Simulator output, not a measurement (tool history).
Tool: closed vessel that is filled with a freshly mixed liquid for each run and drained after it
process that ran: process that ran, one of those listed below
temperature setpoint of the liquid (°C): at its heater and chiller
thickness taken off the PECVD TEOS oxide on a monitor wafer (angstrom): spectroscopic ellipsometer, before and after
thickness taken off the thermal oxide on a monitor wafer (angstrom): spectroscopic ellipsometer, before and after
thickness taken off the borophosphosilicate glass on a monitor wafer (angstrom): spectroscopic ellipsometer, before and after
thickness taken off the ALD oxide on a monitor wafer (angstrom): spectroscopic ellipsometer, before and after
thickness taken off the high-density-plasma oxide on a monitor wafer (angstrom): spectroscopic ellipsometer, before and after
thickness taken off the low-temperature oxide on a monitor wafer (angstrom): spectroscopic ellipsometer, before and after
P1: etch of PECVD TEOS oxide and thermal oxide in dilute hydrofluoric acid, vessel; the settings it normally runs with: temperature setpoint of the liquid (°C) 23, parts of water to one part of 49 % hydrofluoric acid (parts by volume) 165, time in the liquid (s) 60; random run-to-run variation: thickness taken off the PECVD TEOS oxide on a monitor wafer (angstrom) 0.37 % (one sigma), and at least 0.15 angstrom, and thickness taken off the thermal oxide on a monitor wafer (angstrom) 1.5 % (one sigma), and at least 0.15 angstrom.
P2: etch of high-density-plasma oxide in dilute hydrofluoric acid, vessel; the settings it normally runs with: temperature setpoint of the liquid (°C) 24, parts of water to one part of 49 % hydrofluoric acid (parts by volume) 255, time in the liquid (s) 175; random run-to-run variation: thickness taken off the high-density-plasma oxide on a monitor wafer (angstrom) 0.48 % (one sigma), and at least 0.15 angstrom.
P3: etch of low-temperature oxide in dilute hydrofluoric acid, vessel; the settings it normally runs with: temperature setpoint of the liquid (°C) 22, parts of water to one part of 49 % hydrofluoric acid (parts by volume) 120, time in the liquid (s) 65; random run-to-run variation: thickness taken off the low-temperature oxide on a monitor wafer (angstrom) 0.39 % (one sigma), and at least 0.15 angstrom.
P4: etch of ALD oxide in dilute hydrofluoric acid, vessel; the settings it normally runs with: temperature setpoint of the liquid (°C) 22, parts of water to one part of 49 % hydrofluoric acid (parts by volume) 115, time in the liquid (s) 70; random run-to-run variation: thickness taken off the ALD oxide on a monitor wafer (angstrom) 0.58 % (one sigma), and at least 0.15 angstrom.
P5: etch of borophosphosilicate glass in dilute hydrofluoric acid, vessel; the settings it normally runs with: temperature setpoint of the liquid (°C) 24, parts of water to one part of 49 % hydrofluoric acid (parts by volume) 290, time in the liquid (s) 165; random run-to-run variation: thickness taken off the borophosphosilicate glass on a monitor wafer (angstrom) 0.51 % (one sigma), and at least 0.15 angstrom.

run,hour,process that ran,temperature setpoint of the liquid (°C),parts of water to one part of 49 % hydrofluoric acid (parts by volume),time in the liquid (s),hours since the thermometer was replaced,hours since the hydrofluoric acid flow meter was replaced,thickness taken off the PECVD TEOS oxide on a monitor wafer (angstrom),thickness taken off the thermal oxide on a monitor wafer (angstrom),thickness taken off the borophosphosilicate glass on a monitor wafer (angstrom),thickness taken off the ALD oxide on a monitor wafer (angstrom),thickness taken off the high-density-plasma oxide on a monitor wafer (angstrom),thickness taken off the low-temperature oxide on a monitor wafer (angstrom)
1,4.2,P1,23,165,60,670.3,544.7,75.44,17.317,,,,
2,11.1,P5,24,290,165,677.2,551.6,,,208.33,,,
3,16.2,P1,23,45,60,682.3,556.7,319.6,70.592,,,,
4,24.1,P4,22,115,70,690.2,564.6,,,,55.52,,
5,32.2,P2,24,440,175,698.3,572.7,,,,,27.281,
6,39.1,P2,32,255,175,705.2,579.6,,,,,73.969,
7,47.6,P4,22,215,70,713.7,588.1,,,,26.988,,
8,55.5,P3,22,210,65,721.6,596,,,,,,40.109
9,63.8,P1,23,60,30,729.9,604.3,118.39,25.766,,,,
10,70.9,P1,23,165,60,737,611.4,75.781,16.567,,,,
11,77.8,P4,28.5,115,70,743.9,618.3,,,,71.338,,
12,85.9,P1,23,165,60,752,626.4,75.475,16.694,,,,
13,91.7,P5,24,425,165,757.8,632.2,,,126.9,,,
14,97.9,P5,24,290,30,764,638.4,,,37.994,,,
15,102.4,P5,18,290,165,768.5,642.9,,,167.62,,,
16,108.1,P2,24,255,175,774.2,648.6,,,,,56.227,
17,114.1,P3,22,120,65,780.2,654.6,,,,,,77.876
18,119.6,P3,22,120,30,785.7,660.1,,,,,,35.3
19,127.4,P2,24,255,175,793.5,667.9,,,,,56.129,
20,135.3,P1,17,165,30,801.4,675.8,29.891,6.7384,,,,
21,140,P3,30,120,65,806.1,680.5,,,,,,105.18
22,148,P1,23,165,60,814.1,688.5,75.44,16.863,,,,
23,155.9,P1,23,290,85,822,696.4,53.834,11.762,,,,
24,162.3,P3,22,120,65,828.4,702.8,,,,,,77.422
25,167.3,P1,28.5,165,60,833.4,707.8,92.832,20.041,,,,
26,174.4,P1,23,165,115,840.5,714.9,144.97,32.478,,,,
27,182,P4,22,115,30,848.1,722.5,,,,23.606,,
28,188.3,P4,22,115,70,854.4,728.8,,,,55.646,,
29,192.7,P2,24,255,50,858.8,733.2,,,,,15.868,
30,197.1,P1,17,165,60,863.2,737.6,59.84,13.167,,,,
31,201,P1,23,165,30,867.1,741.5,37.637,8.3642,,,,
32,204.7,P1,23,165,60,870.8,745.2,75.481,16.84,,,,
33,211.8,P1,23,240,60,877.9,752.3,47.866,10.815,,,,
34,219.4,P1,23,165,60,885.5,759.9,75.353,16.798,,,,
35,226.4,P1,23,165,60,892.5,766.9,75.606,16.754,,,,
36,232.3,P1,23,165,60,898.4,772.8,78.992,17.997,,,,
37,238.9,P1,23,165,60,905,779.4,80.985,18.165,,,,
38,243.7,P1,23,165,60,909.8,784.2,82.163,18.254,,,,

Estimate the outcome of run 39 from the log above:
39,252.1,P1,23,165,60,918.2,792.6,?,?,,,,

Run 39 measured thickness taken off the PECVD TEOS oxide on a monitor wafer (angstrom) 83.052, thickness taken off the thermal oxide on a monitor wafer (angstrom) 18.633.
